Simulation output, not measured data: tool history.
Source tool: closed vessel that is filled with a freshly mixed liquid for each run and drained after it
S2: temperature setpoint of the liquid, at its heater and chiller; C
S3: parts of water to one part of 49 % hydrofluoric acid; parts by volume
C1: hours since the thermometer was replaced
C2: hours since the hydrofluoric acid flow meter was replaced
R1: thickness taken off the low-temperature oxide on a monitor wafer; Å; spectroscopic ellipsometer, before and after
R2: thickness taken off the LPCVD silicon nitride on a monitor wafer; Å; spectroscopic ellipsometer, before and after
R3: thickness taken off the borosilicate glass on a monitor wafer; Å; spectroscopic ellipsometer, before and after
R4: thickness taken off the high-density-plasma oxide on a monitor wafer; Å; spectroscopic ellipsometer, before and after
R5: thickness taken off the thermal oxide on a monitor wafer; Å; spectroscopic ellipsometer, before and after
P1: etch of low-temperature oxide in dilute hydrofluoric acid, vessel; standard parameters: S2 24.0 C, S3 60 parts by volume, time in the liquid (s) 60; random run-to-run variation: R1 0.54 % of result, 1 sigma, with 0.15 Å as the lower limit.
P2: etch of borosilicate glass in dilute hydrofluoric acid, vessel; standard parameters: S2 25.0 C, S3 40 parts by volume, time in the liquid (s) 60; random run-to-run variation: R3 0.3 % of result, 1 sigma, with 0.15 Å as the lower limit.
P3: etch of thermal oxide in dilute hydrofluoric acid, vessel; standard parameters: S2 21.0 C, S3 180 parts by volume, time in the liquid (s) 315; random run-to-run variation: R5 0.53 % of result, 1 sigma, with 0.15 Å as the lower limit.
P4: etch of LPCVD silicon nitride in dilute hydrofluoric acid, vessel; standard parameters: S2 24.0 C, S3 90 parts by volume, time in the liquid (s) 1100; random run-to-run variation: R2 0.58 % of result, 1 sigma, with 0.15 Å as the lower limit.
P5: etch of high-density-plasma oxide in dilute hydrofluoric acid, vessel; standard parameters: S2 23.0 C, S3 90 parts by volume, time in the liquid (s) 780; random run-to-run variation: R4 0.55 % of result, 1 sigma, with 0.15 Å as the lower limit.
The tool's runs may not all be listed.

run 1 hour=14.3 | process_that_ran=P1 S2=24.0 S3=60 time_in_the_liquid_(s)=60 | C1=1048.0 C2=1209.8 | R1=198.270
run 2 hour=22.7 | process_that_ran=P1 S2=32.0 S3=60 time_in_the_liquid_(s)=60 | C1=1056.4 C2=1218.2 | R1=270.490
run 3 hour=35.6 | process_that_ran=P1 S2=18.0 S3=60 time_in_the_liquid_(s)=60 | C1=1069.3 C2=1231.1 | R1=154.070
run 4 hour=44.2 | process_that_ran=P1 S2=24.0 S3=60 time_in_the_liquid_(s)=30 | C1=1077.9 C2=1239.7 | R1=99.276
run 5 hour=54.7 | process_that_ran=P1 S2=24.0 S3=95 time_in_the_liquid_(s)=110 | C1=1088.4 C2=1250.2 | R1=219.730
run 6 hour=64.6 | process_that_ran=P4 S2=17.0 S3=90 time_in_the_liquid_(s)=1100 | C1=1098.3 C2=1260.1 | R2=36.7610
run 7 hour=76.8 | process_that_ran=P1 S2=24.0 S3=60 time_in_the_liquid_(s)=60 | C1=1110.5 C2=1272.3 | R1=196.290
run 8 hour=85.7 | process_that_ran=P1 S2=24.0 S3=35 time_in_the_liquid_(s)=60 | C1=1119.4 C2=1281.2 | R1=348.770
run 9 hour=98.5 | process_that_ran=P4 S2=24.0 S3=90 time_in_the_liquid_(s)=110 | C1=1132.2 C2=1294.0 | R2=5.9315
run 10 hour=113.8 | process_that_ran=P2 S2=25.0 S3=40 time_in_the_liquid_(s)=60 | C1=1147.5 C2=1309.3 | R3=674.53
run 11 hour=125.5 | process_that_ran=P1 S2=24.0 S3=60 time_in_the_liquid_(s)=60 | C1=1159.2 C2=1321.0 | R1=198.850
run 12 hour=139.9 | process_that_ran=P5 S2=31.5 S3=90 time_in_the_liquid_(s)=780 | C1=1173.6 C2=1335.4 | R4=590.76
run 13 hour=148.8 | process_that_ran=P3 S2=21.0 S3=180 time_in_the_liquid_(s)=315 | C1=1182.5 C2=1344.3 | R5=67.325
run 14 hour=163.9 | process_that_ran=P1 S2=24.0 S3=100 time_in_the_liquid_(s)=60 | C1=1197.6 C2=1359.4 | R1=113.840
run 15 hour=171.5 | process_that_ran=P1 S2=30.0 S3=85 time_in_the_liquid_(s)=60 | C1=1205.2 C2=1367.0 | R1=169.810
run 16 hour=181.3 | process_that_ran=P5 S2=23.0 S3=90 time_in_the_liquid_(s)=380 | C1=1215.0 C2=1376.8 | R4=210.62
run 17 hour=196.5 | process_that_ran=P2 S2=25.0 S3=40 time_in_the_liquid_(s)=30 | C1=1230.2 C2=1392.0 | R3=336.49
run 18 hour=210.5 | process_that_ran=P2 S2=25.0 S3=75 time_in_the_liquid_(s)=60 | C1=1244.2 C2=1406.0 | R3=345.18
run 19 hour=223.1 | process_that_ran=P3 S2=21.0 S3=30 time_in_the_liquid_(s)=315 | C1=1256.8 C2=1418.6 | R5=482.930
run 20 hour=234.8 | process_that_ran=P4 S2=24.0 S3=90 time_in_the_liquid_(s)=1100 | C1=1268.5 C2=1430.3 | R2=59.2970
run 21 hour=249.6 | process_that_ran=P5 S2=23.0 S3=90 time_in_the_liquid_(s)=780 | C1=1283.3 C2=1445.1 | R4=425.52
run 22 hour=262.1 | process_that_ran=P3 S2=29.5 S3=180 time_in_the_liquid_(s)=315 | C1=1295.8 C2=1457.6 | R5=91.135
run 23 hour=272.7 | process_that_ran=P3 S2=21.0 S3=180 time_in_the_liquid_(s)=540 | C1=1306.4 C2=1468.2 | R5=113.780
run 24 hour=281.1 | process_that_ran=P5 S2=23.0 S3=90 time_in_the_liquid_(s)=780 | C1=1314.8 C2=1476.6 | R4=428.65
run 25 hour=290.9 | process_that_ran=P5 S2=23.0 S3=55 time_in_the_liquid_(s)=780 | C1=1324.6 C2=1486.4 | R4=724.93
run 26 hour=300.3 | process_that_ran=P1 S2=24.0 S3=60 time_in_the_liquid_(s)=60 | C1=1334.0 C2=1495.8 | R1=198.470
run 27 hour=310.9 | process_that_ran=P2 S2=18.5 S3=40 time_in_the_liquid_(s)=60 | C1=1344.6 C2=1506.4 | R3=511.32

Run 28 is up next; what results do you expect?
run 28 hour=319.6 | process_that_ran=P1 S2=24.0 S3=60 time_in_the_liquid_(s)=100 | C1=1353.3 C2=1515.1 | R1=?

{"run 28": {"R1": 326.42}}
